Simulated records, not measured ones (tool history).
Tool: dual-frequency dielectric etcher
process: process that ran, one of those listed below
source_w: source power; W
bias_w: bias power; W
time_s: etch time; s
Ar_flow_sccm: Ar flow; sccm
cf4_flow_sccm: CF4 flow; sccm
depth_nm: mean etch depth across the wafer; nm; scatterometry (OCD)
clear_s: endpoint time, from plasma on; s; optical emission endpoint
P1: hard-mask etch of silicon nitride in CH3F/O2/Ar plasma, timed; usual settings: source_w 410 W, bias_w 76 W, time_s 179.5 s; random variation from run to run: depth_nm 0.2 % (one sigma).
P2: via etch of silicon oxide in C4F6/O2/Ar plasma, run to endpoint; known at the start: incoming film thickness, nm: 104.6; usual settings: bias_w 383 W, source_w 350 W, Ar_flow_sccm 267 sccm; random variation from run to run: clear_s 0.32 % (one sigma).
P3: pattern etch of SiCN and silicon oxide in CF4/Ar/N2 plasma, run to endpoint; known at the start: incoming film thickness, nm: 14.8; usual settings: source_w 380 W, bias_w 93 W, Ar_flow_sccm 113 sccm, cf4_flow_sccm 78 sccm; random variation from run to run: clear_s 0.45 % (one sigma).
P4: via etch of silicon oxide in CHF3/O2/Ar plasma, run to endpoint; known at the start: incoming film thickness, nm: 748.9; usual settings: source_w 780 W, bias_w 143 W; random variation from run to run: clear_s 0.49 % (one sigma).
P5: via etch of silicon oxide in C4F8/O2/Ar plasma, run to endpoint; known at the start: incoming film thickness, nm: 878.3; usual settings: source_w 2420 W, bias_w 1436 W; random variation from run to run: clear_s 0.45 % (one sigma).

| run | hour | process | source_w | bias_w | time_s | Ar_flow_sccm | cf4_flow_sccm | hours since the last wet clean | hours since the last source power generator calibration | hours since the last bias power generator calibration | depth_nm | clear_s |
|---|---|---|---|---|---|---|---|---|---|---|---|---|
| 1 | 5.5 | P1 | 410 | 76 | 179.5 |  |  | 154.6 | 395.7 | 817.9 | 123.95 |  |
| 2 | 9.7 | P1 | 320 | 76 | 179.5 |  |  | 158.8 | 399.9 | 822.1 | 113.06 |  |
| 3 | 14.7 | P3 | 380 | 93 |  | 113 | 51 | 163.8 | 404.9 | 827.1 |  | 19.161 |
| 4 | 19 | P1 | 410 | 96 | 179.5 |  |  | 168.1 | 409.2 | 831.4 | 134.94 |  |
| 5 | 22.7 | P2 | 350 | 383 |  | 267 |  | 171.8 | 412.9 | 835.1 |  | 26.475 |
| 6 | 28.3 | P4 | 780 | 109 |  |  |  | 177.4 | 418.5 | 840.7 |  | 397.11 |
| 7 | 32.9 | P3 | 380 | 93 |  | 144 | 78 | 182 | 423.1 | 845.3 |  | 18.466 |
| 8 | 36.4 | P2 | 350 | 383 |  | 267 |  | 185.5 | 426.6 | 848.8 |  | 26.447 |
| 9 | 40 | P1 | 530 | 76 | 179.5 |  |  | 189.1 | 430.2 | 852.4 | 136.41 |  |
| 10 | 44.4 | P2 | 470 | 383 |  | 267 |  | 193.5 | 434.6 | 856.8 |  | 23.551 |
| 11 | 48.2 | P5 | 2420 | 1436 |  |  |  | 197.3 | 438.4 | 860.6 |  | 171.78 |
| 12 | 51.3 | P1 | 410 | 76 | 179.5 |  |  | 200.4 | 441.5 | 863.7 | 123.96 |  |
| 13 | 53.9 | P5 | 3310 | 1436 |  |  |  | 203 | 444.1 | 866.3 |  | 150.15 |
| 14 | 58.9 | P2 | 350 | 248 |  | 267 |  | 208 | 449.1 | 871.3 |  | 30.61 |
| 15 | 64.2 | P1 | 410 | 76 | 179.5 |  |  | 213.3 | 454.4 | 876.6 | 124.33 |  |
| 16 | 68.4 | P5 | 2420 | 1907 |  |  |  | 217.5 | 458.6 | 880.8 |  | 158.58 |
| 17 | 72.3 | P4 | 530 | 143 |  |  |  | 221.4 | 462.5 | 884.7 |  | 424.98 |
| 18 | 76.1 | P1 | 410 | 76 | 179.5 |  |  | 225.2 | 466.3 | 888.5 | 124.05 |  |
| 19 | 81.4 | P4 | 780 | 143 |  |  |  | 230.5 | 471.6 | 893.8 |  | 368.09 |
| 20 | 86.2 | P1 | 410 | 76 | 223.5 |  |  | 235.3 | 476.4 | 898.6 | 154.3 |  |
| 21 | 89.3 | P4 | 780 | 143 |  |  |  | 238.4 | 479.5 | 901.7 |  | 368 |
| 22 | 93.9 | P1 | 290 | 76 | 134.5 |  |  | 243 | 484.1 | 906.3 | 81.281 |  |
| 23 | 97.9 | P3 | 260 | 93 |  | 113 | 78 | 247 | 488.1 | 910.3 |  | 24.701 |
| 24 | 103 | P1 | 410 | 76 | 130 |  |  | 252.1 | 493.2 | 915.4 | 89.396 |  |
| 25 | 106.5 | P3 | 380 | 116 |  | 113 | 78 | 255.6 | 496.7 | 918.9 |  | 16.591 |
| 26 | 111.2 | P2 | 350 | 383 |  | 176 |  | 260.3 | 501.4 | 923.6 |  | 25.255 |
| 27 | 115.3 | P1 | 410 | 53 | 179.5 |  |  | 264.4 | 505.5 | 927.7 | 109.93 |  |
| 28 | 121.1 | P3 | 380 | 93 |  | 113 | 78 | 270.2 | 511.3 | 933.5 |  | 17.78 |
| 29 | 126.6 | P1 | 410 | 76 | 179.5 |  |  | 275.7 | 516.8 | 939 | 123.72 |  |
| 30 | 129.6 | P1 | 410 | 76 | 179.5 |  |  | 278.7 | 519.8 | 942 | 124.46 |  |
| 31 | 134.8 | P1 | 410 | 76 | 179.5 |  |  | 283.9 | 525 | 947.2 | 125.56 |  |
| 32 | 138.9 | P1 | 410 | 76 | 179.5 |  |  | 288 | 529.1 | 951.3 | 125.17 |  |
| 33 | 141.4 | P1 | 410 | 76 | 179.5 |  |  | 290.5 | 531.6 | 953.8 | 125.2 |  |
| 34 | 145.5 | P1 | 410 | 76 | 179.5 |  |  | 294.6 | 535.7 | 957.9 | 125.37 |  |
|  | 146.5 | wet clean of the chamber |
| 35 | 148.2 | P1 | 410 | 76 | 179.5 |  |  | 1.7 | 538.4 | 960.6 | 125.95 |  |
| 36 | 150.9 | P1 | 410 | 76 | 179.5 |  |  | 4.4 | 541.1 | 963.3 | 125.67 |  |
| 37 | 155.2 | P1 | 410 | 76 | 179.5 |  |  | 8.7 | 545.4 | 967.6 | 125.88 |  |
| 38 | 159.7 | P1 | 410 | 76 | 179.5 |  |  | 13.2 | 549.9 | 972.1 | 125.94 |  |
| 39 | 164.7 | P1 | 410 | 76 | 179.5 |  |  | 18.2 | 554.9 | 977.1 | 126.4 |  |

What P1 gives has crept away from where it was. These 2 causes fit the log equally well, each at the size given:
A: bias power that arrives over what is set, % = 4.78
B: source power that arrives over what is set, % = 4.39
The creep began at about hour 126.6.
Why every other cause is out:
chamber walls in a state that raises the etch rate, %: serviced at hour 146.5, which brought nothing back

4 check runs are offered, each on 3 wafers whose results are averaged, their results left as question marks. Which one tells the causes apart?
| check 1 | 169.7 | P2 | 350 | 383 |  | 267 |  |  |  |  |  | ? |
| check 2 | 169.7 | P5 | 2420 | 1436 |  |  |  |  |  |  |  | ? |
| check 3 | 169.7 | P3 | 380 | 93 |  | 113 | 78 |  |  |  |  | ? |
| check 4 | 169.7 | P4 | 780 | 143 |  |  |  |  |  |  |  | ? |

What each check would give under each cause:
| check | result | if A | if B |
|---|---|---|---|
| check 1 | clear_s | 25.958 | 25.982 |
| check 2 | clear_s | 168.15 | 167.26 |
| check 3 | clear_s | 17.537 | 17.177 |
| check 4 | clear_s | 362.61 | 361.87 |
How far apart the two closest causes lie, in the result that separates them most: check 1 0.09 %; check 2 0.53 %; check 3 2.07 %; check 4 0.21 %
Only check 3 tells the causes apart: in the others they would give nearly the same result.

Check 3 was then run and gave: clear_s 17.485 s. Which cause is it?

It is A: bias power that arrives over what is set, %.

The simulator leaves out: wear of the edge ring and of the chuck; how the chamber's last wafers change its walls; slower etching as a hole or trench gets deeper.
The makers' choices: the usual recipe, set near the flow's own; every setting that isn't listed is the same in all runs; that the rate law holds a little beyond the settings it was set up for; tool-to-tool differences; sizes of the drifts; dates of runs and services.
